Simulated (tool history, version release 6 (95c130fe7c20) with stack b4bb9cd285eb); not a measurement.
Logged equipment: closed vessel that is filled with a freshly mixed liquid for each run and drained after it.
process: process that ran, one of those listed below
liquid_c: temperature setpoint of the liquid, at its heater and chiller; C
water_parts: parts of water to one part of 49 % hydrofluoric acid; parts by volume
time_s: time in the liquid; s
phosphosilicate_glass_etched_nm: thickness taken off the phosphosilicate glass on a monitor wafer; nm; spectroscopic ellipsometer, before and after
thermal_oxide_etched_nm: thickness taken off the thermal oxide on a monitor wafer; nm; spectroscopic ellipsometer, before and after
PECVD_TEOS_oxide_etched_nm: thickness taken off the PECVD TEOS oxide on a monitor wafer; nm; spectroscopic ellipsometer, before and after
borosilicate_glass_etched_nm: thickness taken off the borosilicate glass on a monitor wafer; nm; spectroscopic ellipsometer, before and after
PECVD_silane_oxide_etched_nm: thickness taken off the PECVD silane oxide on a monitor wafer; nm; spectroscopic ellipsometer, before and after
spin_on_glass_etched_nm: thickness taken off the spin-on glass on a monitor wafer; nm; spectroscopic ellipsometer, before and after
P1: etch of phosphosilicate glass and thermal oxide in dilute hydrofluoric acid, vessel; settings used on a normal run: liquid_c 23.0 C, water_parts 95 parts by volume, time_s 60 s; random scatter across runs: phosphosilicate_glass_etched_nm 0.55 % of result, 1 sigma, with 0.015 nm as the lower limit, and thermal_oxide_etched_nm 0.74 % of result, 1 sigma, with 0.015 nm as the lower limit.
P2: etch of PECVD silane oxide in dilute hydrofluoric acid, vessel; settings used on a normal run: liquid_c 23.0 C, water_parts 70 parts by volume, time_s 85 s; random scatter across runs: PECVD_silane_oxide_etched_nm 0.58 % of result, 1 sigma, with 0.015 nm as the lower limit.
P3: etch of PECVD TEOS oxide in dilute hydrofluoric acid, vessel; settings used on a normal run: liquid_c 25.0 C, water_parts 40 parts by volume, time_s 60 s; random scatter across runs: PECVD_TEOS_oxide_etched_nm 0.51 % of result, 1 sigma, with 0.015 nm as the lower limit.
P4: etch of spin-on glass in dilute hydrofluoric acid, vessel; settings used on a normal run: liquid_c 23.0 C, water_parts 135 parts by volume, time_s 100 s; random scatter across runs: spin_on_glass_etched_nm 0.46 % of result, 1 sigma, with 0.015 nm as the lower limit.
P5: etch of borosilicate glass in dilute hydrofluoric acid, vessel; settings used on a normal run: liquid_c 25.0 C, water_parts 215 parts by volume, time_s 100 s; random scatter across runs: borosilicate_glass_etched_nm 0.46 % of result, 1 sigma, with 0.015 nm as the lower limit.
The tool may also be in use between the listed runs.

| run | hour | process | liquid_c | water_parts | time_s | phosphosilicate_glass_etched_nm | thermal_oxide_etched_nm | PECVD_TEOS_oxide_etched_nm | borosilicate_glass_etched_nm | PECVD_silane_oxide_etched_nm | spin_on_glass_etched_nm |
|---|---|---|---|---|---|---|---|---|---|---|---|
| 1 | 6.8 | P1 | 23.0 | 95 | 60 | 50.247 | 2.7923 |  |  |  |  |
| 2 | 11.9 | P3 | 25.0 | 40 | 60 |  |  | 50.258 |  |  |  |
| 3 | 21.5 | P1 | 23.0 | 95 | 60 | 50.341 | 2.7944 |  |  |  |  |
| 4 | 26.8 | P3 | 32.5 | 40 | 60 |  |  | 67.379 |  |  |  |
| 5 | 31.5 | P1 | 23.0 | 165 | 60 | 26.840 | 1.4549 |  |  |  |  |
| 6 | 41.8 | P3 | 25.0 | 20 | 60 |  |  | 101.990 |  |  |  |
| 7 | 50.8 | P5 | 25.0 | 215 | 100 |  |  |  | 7.9148 |  |  |
| 8 | 55.4 | P2 | 29.0 | 70 | 85 |  |  |  |  | 44.054 |  |
| 9 | 60.8 | P2 | 23.0 | 20 | 85 |  |  |  |  | 128.330 |  |
| 10 | 68.6 | P3 | 25.0 | 40 | 60 |  |  | 50.280 |  |  |  |
| 11 | 73.7 | P5 | 25.0 | 215 | 155 |  |  |  | 12.3960 |  |  |
| 12 | 79.6 | P1 | 29.5 | 95 | 60 | 65.115 | 3.6181 |  |  |  |  |
| 13 | 86.7 | P4 | 23.0 | 135 | 100 |  |  |  |  |  | 14.5940 |
| 14 | 95.5 | P5 | 25.0 | 365 | 100 |  |  |  | 4.0102 |  |  |
| 15 | 101.6 | P1 | 23.0 | 95 | 30 | 25.043 | 1.3957 |  |  |  |  |
| 16 | 106.9 | P3 | 25.0 | 40 | 85 |  |  | 70.584 |  |  |  |
| 17 | 113.8 | P4 | 23.0 | 135 | 145 |  |  |  |  |  | 21.1570 |
| 18 | 119.3 | P4 | 23.0 | 135 | 100 |  |  |  |  |  | 14.5840 |
| 19 | 127.4 | P4 | 23.0 | 240 | 100 |  |  |  |  |  | 7.3941 |
| 20 | 133.3 | P1 | 23.0 | 95 | 60 | 49.779 | 2.7757 |  |  |  |  |
| 21 | 142.2 | P2 | 23.0 | 70 | 30 |  |  |  |  | 12.139 |  |
| 22 | 148.5 | P5 | 30.5 | 215 | 100 |  |  |  | 9.7102 |  |  |
| 23 | 157.3 | P5 | 25.0 | 215 | 100 |  |  |  | 8.0164 |  |  |
| 24 | 162.1 | P1 | 23.0 | 95 | 60 | 50.018 | 2.7671 |  |  |  |  |

Estimate the outcome of run 25 from the log above:
| 25 | 167.3 | P1 | 28.5 | 145 | 60 | ? | ? |  |  |  |  |

phosphosilicate_glass_etched_nm: 38.291 nm
thermal_oxide_etched_nm: 2.1741 nm
